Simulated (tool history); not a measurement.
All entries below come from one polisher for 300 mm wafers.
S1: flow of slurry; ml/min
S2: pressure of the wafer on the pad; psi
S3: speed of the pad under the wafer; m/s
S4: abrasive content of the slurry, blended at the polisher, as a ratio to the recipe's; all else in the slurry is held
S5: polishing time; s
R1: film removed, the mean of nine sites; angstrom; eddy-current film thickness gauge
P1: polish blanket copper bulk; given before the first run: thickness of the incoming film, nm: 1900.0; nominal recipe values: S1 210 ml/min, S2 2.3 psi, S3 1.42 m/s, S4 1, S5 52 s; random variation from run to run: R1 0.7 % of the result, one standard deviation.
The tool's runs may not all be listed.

Run 1, hour 13: S1 210 ml/min, S2 2.3 psi, S3 1.42 m/s, S4 1, S5 52 s. Result: R1 5510 angstrom.
Run 2, hour 21.5: S1 210 ml/min, S2 2.3 psi, S3 1.42 m/s, S4 1.25, S5 52 s. Result: R1 5790.8 angstrom.
Run 3, hour 32.1: S1 210 ml/min, S2 2.3 psi, S3 1.42 m/s, S4 0.55, S5 52 s. Result: R1 4857.5 angstrom.
Run 4, hour 38.6: S1 210 ml/min, S2 1.2 psi, S3 1.42 m/s, S4 1, S5 52 s. Result: R1 2879.3 angstrom.
Run 5, hour 49.4: S1 210 ml/min, S2 2.3 psi, S3 1.42 m/s, S4 1, S5 52 s. Result: R1 5498.4 angstrom.
Run 6, hour 55.4: S1 210 ml/min, S2 2.3 psi, S3 1.42 m/s, S4 1, S5 52 s. Result: R1 5524.6 angstrom.
At hour 56.3: head pressure recalibrated.
Run 7, hour 61.7: S1 210 ml/min, S2 2.3 psi, S3 0.78 m/s, S4 1, S5 52 s. Result: R1 3026.9 angstrom.
Run 8, hour 69.3: S1 210 ml/min, S2 1.8 psi, S3 1.86 m/s, S4 1, S5 52 s. Result: R1 5609.6 angstrom.
Run 9, hour 79: S1 210 ml/min, S2 2.3 psi, S3 1.42 m/s, S4 1, S5 52 s. Result: R1 5547.2 angstrom.
Run 10, hour 90.9: S1 125 ml/min, S2 2.3 psi, S3 1.42 m/s, S4 1, S5 52 s. Result: R1 5067.4 angstrom.
Run 11, hour 99.8: S1 315 ml/min, S2 2.3 psi, S3 1.42 m/s, S4 1, S5 52 s. Result: R1 5738.9 angstrom.
Run 12, hour 108.6: S1 210 ml/min, S2 2.3 psi, S3 1.42 m/s, S4 1, S5 30 s. Result: R1 3211.7 angstrom.
Run 13, hour 121.3: S1 210 ml/min, S2 2.3 psi, S3 2.12 m/s, S4 1, S5 52 s. Result: R1 8256.1 angstrom.
Run 14, hour 127.4: S1 210 ml/min, S2 3.4 psi, S3 1.42 m/s, S4 0.8, S5 52 s. Result: R1 7748.6 angstrom.
Run 15, hour 133.9: S1 210 ml/min, S2 2.3 psi, S3 1.42 m/s, S4 1, S5 52 s. Result: R1 5589.9 angstrom.
Run 16, hour 141.2: S1 210 ml/min, S2 2.9 psi, S3 1.42 m/s, S4 1, S5 52 s. Result: R1 6946.6 angstrom.
Run 17, hour 151.5: S1 210 ml/min, S2 2.3 psi, S3 1.42 m/s, S4 1, S5 74 s. Result: R1 7871.7 angstrom.
Run 18, hour 161.5: S1 210 ml/min, S2 2.3 psi, S3 1.9 m/s, S4 0.55, S5 52 s. Result: R1 6475.1 angstrom.
Run 19, hour 167.7: S1 210 ml/min, S2 2.3 psi, S3 1.42 m/s, S4 1, S5 52 s. Result: R1 5547.4 angstrom.
Run 20, hour 174.9: S1 210 ml/min, S2 2.3 psi, S3 1.42 m/s, S4 1, S5 52 s. Result: R1 5387.2 angstrom.
Run 21, hour 183.7: S1 210 ml/min, S2 2.3 psi, S3 1.42 m/s, S4 1, S5 52 s. Result: R1 5309 angstrom.
Run 22, hour 196.6: S1 210 ml/min, S2 2.3 psi, S3 1.42 m/s, S4 1, S5 52 s. Result: R1 5234.2 angstrom.
Run 23, hour 209.1: S1 210 ml/min, S2 2.3 psi, S3 1.42 m/s, S4 1, S5 52 s. Result: R1 5215.4 angstrom.
Run 24, hour 218.9: S1 210 ml/min, S2 2.3 psi, S3 1.42 m/s, S4 1, S5 52 s. Result: R1 5163.1 angstrom.
At hour 221: worn pad replaced by a new one.
Run 25, hour 227.6: S1 210 ml/min, S2 2.3 psi, S3 1.42 m/s, S4 1, S5 52 s. Result: R1 5155.4 angstrom.
At hour 228.5: head pressure recalibrated.
Run 26, hour 236: S1 210 ml/min, S2 2.3 psi, S3 1.42 m/s, S4 1, S5 52 s. Result: R1 5151.1 angstrom.
Run 27, hour 243.2: S1 210 ml/min, S2 2.3 psi, S3 1.42 m/s, S4 1, S5 52 s. Result: R1 5086.3 angstrom.
Run 28, hour 253.8: S1 210 ml/min, S2 2.3 psi, S3 1.42 m/s, S4 1, S5 52 s. Result: R1 5133.1 angstrom.

Something has made what P1 gives creep away from where it was; the 2 causes below, each at its own stated size, fit the log equally well:
A: abrasive missing from the slurry, % = 30.9
B: slurry flow missing at the pad, % = 38.4
The creep began at about hour 167.7.
All other causes, with the reason each is excluded:
removal rate lost through wear of the pad, %: maintenance at hour 221, after the shift began, did not return the process to its former output
head's pressure below its setpoint, %: maintenance at hour 228.5, after the shift began, did not return the process to its former output

Each of the check runs listed below is run on 5 wafers and reports their average, with the results left as question marks. Pick the one under which the possible causes would lead to clearly different results.
Run check 1, hour 264.4: S1 150 ml/min, S2 2.3 psi, S3 1.12 m/s, S4 1, S5 52 s. Result: R1 ?.
Run check 2, hour 264.4: S1 210 ml/min, S2 1.7 psi, S3 1.42 m/s, S4 1, S5 52 s. Result: R1 ?.
Run check 3, hour 264.4: S1 210 ml/min, S2 2.3 psi, S3 1.84 m/s, S4 1, S5 52 s. Result: R1 ?.
Run check 4, hour 264.4: S1 210 ml/min, S2 2.3 psi, S3 1.42 m/s, S4 1.15, S5 52 s. Result: R1 ?.

Predicted outcomes, by check and by cause:
  check  result    if A    if B
check 1      R1  3836.5  3730.8
check 2      R1  3779.9  3779.4
check 3      R1  6626.5  6625.7
check 4      R1  5263.7  5270.1
How far apart the two closest causes lie, in the result that separates them most: check 1 2.8 %; check 2 0.01 %; check 3 0.01 %; check 4 0.12 %
Check 1 distinguishes between the causes, while the remaining checks would return nearly the same result for all of them.

After running check 1, the following was obtained: R1 3831.1 angstrom. Which cause does this point to?

The cause is A: abrasive missing from the slurry, %.

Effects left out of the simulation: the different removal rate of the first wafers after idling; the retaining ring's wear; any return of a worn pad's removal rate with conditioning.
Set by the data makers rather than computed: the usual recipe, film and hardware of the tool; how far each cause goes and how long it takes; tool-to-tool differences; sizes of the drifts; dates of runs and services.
